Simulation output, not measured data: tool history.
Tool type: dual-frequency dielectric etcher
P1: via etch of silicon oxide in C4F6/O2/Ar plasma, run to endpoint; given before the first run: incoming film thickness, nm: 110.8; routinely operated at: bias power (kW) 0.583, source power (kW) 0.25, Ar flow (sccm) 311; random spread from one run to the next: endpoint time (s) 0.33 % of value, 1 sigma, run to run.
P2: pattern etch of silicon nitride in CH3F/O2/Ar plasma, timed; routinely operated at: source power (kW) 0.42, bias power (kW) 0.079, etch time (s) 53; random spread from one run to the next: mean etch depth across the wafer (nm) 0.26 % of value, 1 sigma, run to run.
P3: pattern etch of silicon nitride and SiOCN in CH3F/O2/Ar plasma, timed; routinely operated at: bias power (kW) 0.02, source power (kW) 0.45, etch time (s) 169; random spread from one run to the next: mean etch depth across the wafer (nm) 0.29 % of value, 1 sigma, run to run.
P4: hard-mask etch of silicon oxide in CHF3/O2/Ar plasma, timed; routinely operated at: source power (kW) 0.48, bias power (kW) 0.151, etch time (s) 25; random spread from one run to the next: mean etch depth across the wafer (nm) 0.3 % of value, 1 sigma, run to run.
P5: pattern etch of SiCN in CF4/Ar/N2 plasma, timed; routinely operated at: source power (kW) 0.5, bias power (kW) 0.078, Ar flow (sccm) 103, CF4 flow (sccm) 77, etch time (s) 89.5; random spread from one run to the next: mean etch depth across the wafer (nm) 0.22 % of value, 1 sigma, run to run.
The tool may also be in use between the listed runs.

| run | hour | process that ran | bias power (kW) | source power (kW) | Ar flow (sccm) | etch time (s) | CF4 flow (sccm) | hours since the last wet clean | hours since the last bias power generator calibration | hours since the last source power generator calibration | hours since the last Ar flow controller change | endpoint time (s) | mean etch depth across the wafer (nm) |
|---|---|---|---|---|---|---|---|---|---|---|---|---|---|
| 1 | 4.8 | P1 | 0.583 | 0.25 | 311 |  |  | 67.4 | 1597.2 | 3771.5 | 951.6 | 28.728 |  |
| 2 | 13.3 | P4 | 0.151 | 0.48 |  | 25 |  | 75.9 | 1605.7 | 3780 | 960.1 |  | 43.379 |
| 3 | 17.1 | P1 | 0.821 | 0.25 | 311 |  |  | 79.7 | 1609.5 | 3783.8 | 963.9 | 24.998 |  |
| 4 | 23.9 | P5 | 0.078 | 0.5 | 103 | 56 | 77 | 86.5 | 1616.3 | 3790.6 | 970.7 |  | 53.881 |
| 5 | 29.9 | P1 | 0.583 | 0.25 | 311 |  |  | 92.5 | 1622.3 | 3796.6 | 976.7 | 28.579 |  |
| 6 | 35.7 | P1 | 0.583 | 0.33 | 311 |  |  | 98.3 | 1628.1 | 3802.4 | 982.5 | 26.033 |  |
| 7 | 43.9 | P5 | 0.078 | 0.5 | 103 | 89.5 | 77 | 106.5 | 1636.3 | 3810.6 | 990.7 |  | 86.265 |
| 8 | 48.5 | P3 | 0.02 | 0.45 |  | 99 |  | 111.1 | 1640.9 | 3815.2 | 995.3 |  | 13.365 |
| 9 | 53.5 | P4 | 0.099 | 0.48 |  | 25 |  | 116.1 | 1645.9 | 3820.2 | 1000.3 |  | 38.09 |
| 10 | 62.3 | P2 | 0.079 | 0.42 |  | 72.5 |  | 124.9 | 1654.7 | 3829 | 1009.1 |  | 53.412 |
| 11 | 70.2 | P3 | 0.02 | 0.45 |  | 169 |  | 132.8 | 1662.6 | 3836.9 | 1017 |  | 22.957 |
| 12 | 74.6 | P5 | 0.103 | 0.5 | 103 | 89.5 | 77 | 137.2 | 1667 | 3841.3 | 1021.4 |  | 95.285 |
| 13 | 81.4 | P5 | 0.078 | 0.5 | 103 | 89.5 | 77 | 144 | 1673.8 | 3848.1 | 1028.2 |  | 86.441 |
| 14 | 85.6 | P4 | 0.151 | 0.48 |  | 16 |  | 148.2 | 1678 | 3852.3 | 1032.4 |  | 27.831 |
| 15 | 93.7 | P2 | 0.079 | 0.31 |  | 53 |  | 156.3 | 1686.1 | 3860.4 | 1040.5 |  | 34.801 |
| 16 | 98.1 | P4 | 0.151 | 0.66 |  | 25 |  | 160.7 | 1690.5 | 3864.8 | 1044.9 |  | 49.191 |
| 17 | 104 | P1 | 0.778 | 0.25 | 435 |  |  | 166.6 | 1696.4 | 3870.7 | 1050.8 | 26.582 |  |
| 18 | 110.7 | P3 | 0.02 | 0.27 |  | 169 |  | 173.3 | 1703.1 | 3877.4 | 1057.5 |  | 19.131 |
|  | 116.4 | bias power generator calibrated |
| 19 | 117.6 | P1 | 0.583 | 0.25 | 311 |  |  | 180.2 | 1.3 | 3884.3 | 1064.4 | 28.696 |  |
| 20 | 122.1 | P1 | 0.583 | 0.25 | 311 |  |  | 184.7 | 5.8 | 3888.8 | 1068.9 | 28.757 |  |
| 21 | 127.9 | P1 | 0.583 | 0.18 | 188 |  |  | 190.5 | 11.6 | 3894.6 | 1074.7 | 30.416 |  |
| 22 | 134.7 | P5 | 0.078 | 0.36 | 103 | 89.5 | 77 | 197.3 | 18.4 | 3901.4 | 1081.5 |  | 64.689 |
| 23 | 142.2 | P2 | 0.057 | 0.42 |  | 53 |  | 204.8 | 25.9 | 3908.9 | 1089 |  | 34.988 |
| 24 | 150.8 | P3 | 0.028 | 0.45 |  | 169 |  | 213.4 | 34.5 | 3917.5 | 1097.6 |  | 26.566 |
| 25 | 156 | P5 | 0.078 | 0.5 | 141 | 89.5 | 77 | 218.6 | 39.7 | 3922.7 | 1102.8 |  | 82.595 |
| 26 | 160.8 | P3 | 0.02 | 0.45 |  | 169 |  | 223.4 | 44.5 | 3927.5 | 1107.6 |  | 23.068 |
| 27 | 169.4 | P1 | 0.583 | 0.25 | 185 |  |  | 232 | 53.1 | 3936.1 | 1116.2 | 27.137 |  |
| 28 | 173.9 | P1 | 0.583 | 0.25 | 428 |  |  | 236.5 | 57.6 | 3940.6 | 1120.7 | 29.67 |  |
| 29 | 178.2 | P1 | 0.457 | 0.25 | 311 |  |  | 240.8 | 61.9 | 3944.9 | 1125 | 31.373 |  |
| 30 | 185.8 | P1 | 0.583 | 0.25 | 311 |  |  | 248.4 | 69.5 | 3952.5 | 1132.6 | 28.699 |  |
| 31 | 192.9 | P5 | 0.078 | 0.5 | 103 | 89.5 | 47 | 255.5 | 76.6 | 3959.6 | 1139.7 |  | 80.111 |
| 32 | 197.9 | P4 | 0.151 | 0.48 |  | 25 |  | 260.5 | 81.6 | 3964.6 | 1144.7 |  | 43.801 |
| 33 | 205.9 | P2 | 0.079 | 0.42 |  | 53 |  | 268.5 | 89.6 | 3972.6 | 1152.7 |  | 39.097 |
| 34 | 214.2 | P1 | 0.583 | 0.17 | 311 |  |  | 276.8 | 97.9 | 3980.9 | 1161 | 32.894 |  |

Forecast run 35:
| 35 | 223 | P1 | 0.583 | 0.25 | 311 |  |  | 285.6 | 106.7 | 3989.7 | 1169.8 | ? |  |

Run 35 produced endpoint time (s) 28.703.

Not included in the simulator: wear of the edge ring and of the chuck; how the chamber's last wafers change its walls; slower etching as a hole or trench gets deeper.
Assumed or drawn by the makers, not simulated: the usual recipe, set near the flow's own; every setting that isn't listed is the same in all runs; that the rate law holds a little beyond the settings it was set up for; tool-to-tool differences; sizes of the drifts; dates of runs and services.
